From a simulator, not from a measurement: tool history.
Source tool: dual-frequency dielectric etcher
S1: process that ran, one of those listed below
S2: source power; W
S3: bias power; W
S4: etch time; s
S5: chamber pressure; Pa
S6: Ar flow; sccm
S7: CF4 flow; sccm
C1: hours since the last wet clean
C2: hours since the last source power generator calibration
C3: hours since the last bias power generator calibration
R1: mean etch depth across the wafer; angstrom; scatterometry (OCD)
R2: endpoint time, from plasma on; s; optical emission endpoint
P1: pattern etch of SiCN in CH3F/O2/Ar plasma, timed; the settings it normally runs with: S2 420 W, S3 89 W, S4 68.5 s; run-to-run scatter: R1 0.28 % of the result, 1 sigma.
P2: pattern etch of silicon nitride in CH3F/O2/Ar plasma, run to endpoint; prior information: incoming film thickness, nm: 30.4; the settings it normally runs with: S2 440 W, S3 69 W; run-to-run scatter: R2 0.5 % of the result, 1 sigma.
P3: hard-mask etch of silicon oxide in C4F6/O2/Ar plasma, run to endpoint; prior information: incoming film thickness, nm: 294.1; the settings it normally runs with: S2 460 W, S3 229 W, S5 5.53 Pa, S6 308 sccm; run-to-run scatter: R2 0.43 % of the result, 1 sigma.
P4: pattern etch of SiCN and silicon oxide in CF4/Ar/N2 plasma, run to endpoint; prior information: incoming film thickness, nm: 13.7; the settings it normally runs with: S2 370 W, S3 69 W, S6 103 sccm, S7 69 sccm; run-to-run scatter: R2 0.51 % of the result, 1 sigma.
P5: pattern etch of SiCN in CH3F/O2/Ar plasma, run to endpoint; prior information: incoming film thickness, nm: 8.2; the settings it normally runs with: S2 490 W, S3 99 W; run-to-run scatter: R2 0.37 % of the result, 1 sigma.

Run 1, day 0.229: S1 P1, S2 420 W, S3 89 W, S4 68.5 s; C1 136.3; C2 1590.3; C3 803.9. Result: R1 290.77 angstrom.
Run 2, day 0.396: S1 P3, S2 460 W, S3 229 W, S5 5.53 Pa, S6 192 sccm; C1 140.3; C2 1594.3; C3 807.9. Result: R2 81.579 s.
Run 3, day 0.629: S1 P3, S2 310 W, S3 229 W, S5 5.53 Pa, S6 308 sccm; C1 145.9; C2 1599.9; C3 813.5. Result: R2 100.89 s.
Run 4, day 0.746: S1 P4, S2 500 W, S3 69 W, S6 103 sccm, S7 69 sccm; C1 148.7; C2 1602.7; C3 816.3. Result: R2 14.11 s.
Run 5, day 0.938: S1 P1, S2 290 W, S3 118 W, S4 68.5 s; C1 153.3; C2 1607.3; C3 820.9. Result: R1 283.31 angstrom.
Run 6, day 1.138: S1 P1, S2 420 W, S3 89 W, S4 68.5 s; C1 158.1; C2 1612.1; C3 825.7. Result: R1 291.4 angstrom.
Run 7, day 1.271: S1 P1, S2 420 W, S3 71 W, S4 68.5 s; C1 161.3; C2 1615.3; C3 828.9. Result: R1 267.89 angstrom.
Run 8, day 1.433: S1 P5, S2 490 W, S3 61 W; C1 165.2; C2 1619.2; C3 832.8. Result: R2 20.908 s.
Run 9, day 1.65: S1 P5, S2 490 W, S3 99 W; C1 170.4; C2 1624.4; C3 838. Result: R2 17.614 s.
At day 1.667: wet clean of the chamber.
Run 10, day 1.888: S1 P2, S2 440 W, S3 69 W; C1 5.4; C2 1630.1; C3 843.7. Result: R2 42.964 s.
Run 11, day 2.025: S1 P3, S2 460 W, S3 313 W, S5 5.53 Pa, S6 308 sccm; C1 8.7; C2 1633.4; C3 847. Result: R2 76.899 s.
Run 12, day 2.262: S1 P1, S2 420 W, S3 89 W, S4 68.5 s; C1 14.4; C2 1639.1; C3 852.7. Result: R1 291.21 angstrom.
Run 13, day 2.492: S1 P2, S2 440 W, S3 84 W; C1 19.9; C2 1644.6; C3 858.2. Result: R2 40.681 s.
Run 14, day 2.633: S1 P1, S2 420 W, S3 89 W, S4 68.5 s; C1 23.3; C2 1648; C3 861.6. Result: R1 289.56 angstrom.
Run 15, day 2.796: S1 P4, S2 370 W, S3 69 W, S6 134 sccm, S7 69 sccm; C1 27.2; C2 1651.9; C3 865.5. Result: R2 19.135 s.
Run 16, day 2.967: S1 P1, S2 260 W, S3 89 W, S4 68.5 s; C1 31.3; C2 1656; C3 869.6. Result: R1 243.31 angstrom.
Run 17, day 3.167: S1 P1, S2 420 W, S3 89 W, S4 85 s; C1 36.1; C2 1660.8; C3 874.4. Result: R1 361.93 angstrom.
Run 18, day 3.371: S1 P1, S2 420 W, S3 89 W, S4 68.5 s; C1 41; C2 1665.7; C3 879.3. Result: R1 290.65 angstrom.
Run 19, day 3.483: S1 P1, S2 580 W, S3 89 W, S4 68.5 s; C1 43.7; C2 1668.4; C3 882. Result: R1 327.47 angstrom.
Run 20, day 3.621: S1 P4, S2 370 W, S3 42 W, S6 103 sccm, S7 69 sccm; C1 47; C2 1671.7; C3 885.3. Result: R2 21.683 s.
Run 21, day 3.8: S1 P5, S2 490 W, S3 99 W; C1 51.3; C2 1676; C3 889.6. Result: R2 17.613 s.
Run 22, day 3.933: S1 P4, S2 370 W, S3 69 W, S6 103 sccm, S7 69 sccm; C1 54.5; C2 1679.2; C3 892.8. Result: R2 18.57 s.
Run 23, day 4.175: S1 P2, S2 290 W, S3 69 W; C1 60.3; C2 1685; C3 898.6. Result: R2 50.2 s.
Run 24, day 4.383: S1 P4, S2 370 W, S3 69 W, S6 103 sccm, S7 69 sccm; C1 65.3; C2 1690; C3 903.6. Result: R2 18.415 s.
Run 25, day 4.604: S1 P5, S2 300 W, S3 99 W; C1 70.6; C2 1695.3; C3 908.9. Result: R2 21.185 s.
Run 26, day 4.762: S1 P1, S2 420 W, S3 89 W, S4 47 s; C1 74.4; C2 1699.1; C3 912.7. Result: R1 199.51 angstrom.
Run 27, day 5.008: S1 P3, S2 460 W, S3 229 W, S5 6.87 Pa, S6 308 sccm; C1 80.3; C2 1705; C3 918.6. Result: R2 88.091 s.
Run 28, day 5.146: S1 P3, S2 460 W, S3 229 W, S5 5.53 Pa, S6 308 sccm; C1 83.6; C2 1708.3; C3 921.9. Result: R2 86.381 s.
Run 29, day 5.338: S1 P1, S2 420 W, S3 111 W, S4 68.5 s; C1 88.2; C2 1712.9; C3 926.5. Result: R1 314.67 angstrom.
Run 30, day 5.483: S1 P4, S2 370 W, S3 69 W, S6 103 sccm, S7 83 sccm; C1 91.7; C2 1716.4; C3 930. Result: R2 17.805 s.
Run 31, day 5.675: S1 P1, S2 420 W, S3 67 W, S4 94 s; C1 96.3; C2 1721; C3 934.6. Result: R1 360.87 angstrom.
Run 32, day 5.867: S1 P3, S2 460 W, S3 229 W, S5 5.53 Pa, S6 308 sccm; C1 100.9; C2 1725.6; C3 939.2. Result: R2 85.365 s.
Run 33, day 6.038: S1 P1, S2 420 W, S3 71 W, S4 94.5 s; C1 105; C2 1729.7; C3 943.3. Result: R1 369.02 angstrom.
Run 34, day 6.225: S1 P1, S2 420 W, S3 89 W, S4 68.5 s; C1 109.5; C2 1734.2; C3 947.8. Result: R1 290.03 angstrom.
Run 35, day 6.333: S1 P1, S2 420 W, S3 89 W, S4 68.5 s; C1 112.1; C2 1736.8; C3 950.4. Result: R1 289.1 angstrom.
Run 36, day 6.462: S1 P1, S2 420 W, S3 89 W, S4 68.5 s; C1 115.2; C2 1739.9; C3 953.5. Result: R1 289.46 angstrom.
Run 37, day 6.6: S1 P1, S2 420 W, S3 89 W, S4 68.5 s; C1 118.5; C2 1743.2; C3 956.8. Result: R1 287.54 angstrom.
Run 38, day 6.725: S1 P1, S2 420 W, S3 89 W, S4 68.5 s; C1 121.5; C2 1746.2; C3 959.8. Result: R1 287.68 angstrom.
Run 39, day 6.879: S1 P1, S2 420 W, S3 89 W, S4 68.5 s; C1 125.2; C2 1749.9; C3 963.5. Result: R1 285.21 angstrom.
Run 40, day 7.054: S1 P1, S2 420 W, S3 89 W, S4 68.5 s; C1 129.4; C2 1754.1; C3 967.7. Result: R1 285.94 angstrom.
At day 7.15: wet clean of the chamber.
Run 41, day 7.192: S1 P1, S2 420 W, S3 89 W, S4 68.5 s; C1 1.1; C2 1757.4; C3 971. Result: R1 287.04 angstrom.
Run 42, day 7.333: S1 P1, S2 420 W, S3 89 W, S4 68.5 s; C1 4.5; C2 1760.8; C3 974.4. Result: R1 284.64 angstrom.
Run 43, day 7.496: S1 P1, S2 420 W, S3 89 W, S4 68.5 s; C1 8.4; C2 1764.7; C3 978.3. Result: R1 284.66 angstrom.

P1 has crept away from where it was. The log is fitted equally well by each of these 2 causes, at the sizes shown:
A: source power that arrives under what is set, % = 4.77
B: bias power that arrives under what is set, % = 4.83
The drift started at roughly day 6.225.
Other possible causes, and why each is ruled out:
chamber walls in a state that lowers the etch rate, %: its service at day 7.15 followed the start of the drift and did not put the process back to its old value

The 4 check runs listed below each average the results of 2 wafers, and their outcomes are marked with question marks. Under which run would the listed causes produce clearly different results?
Run check 1, day 7.658: S1 P3, S2 460 W, S3 229 W, S5 5.53 Pa, S6 206 sccm. Result: R2 ?.
Run check 2, day 7.658: S1 P5, S2 490 W, S3 74 W. Result: R2 ?.
Run check 3, day 7.658: S1 P4, S2 370 W, S3 69 W, S6 121 sccm, S7 69 sccm. Result: R2 ?.
Run check 4, day 7.658: S1 P2, S2 290 W, S3 81 W. Result: R2 ?.

Expected result of each check under each candidate cause:
  check  result    if A    if B
check 1      R2  83.864  83.645
check 2      R2  19.946  19.922
check 3      R2  19.676  19.178
check 4      R2  48.775  48.748
Separation of the two closest causes in each check, using whichever result separates them best: check 1 0.26 %; check 2 0.12 %; check 3 2.57 %; check 4 0.05 %
Of the check runs offered, only check 3 discriminates between the causes; the rest would read about the same regardless of which cause applies.

Then check 3 was run and gave: R2 19.084 s. Which cause is it?

Of the candidate causes, it is B: bias power that arrives under what is set, %.

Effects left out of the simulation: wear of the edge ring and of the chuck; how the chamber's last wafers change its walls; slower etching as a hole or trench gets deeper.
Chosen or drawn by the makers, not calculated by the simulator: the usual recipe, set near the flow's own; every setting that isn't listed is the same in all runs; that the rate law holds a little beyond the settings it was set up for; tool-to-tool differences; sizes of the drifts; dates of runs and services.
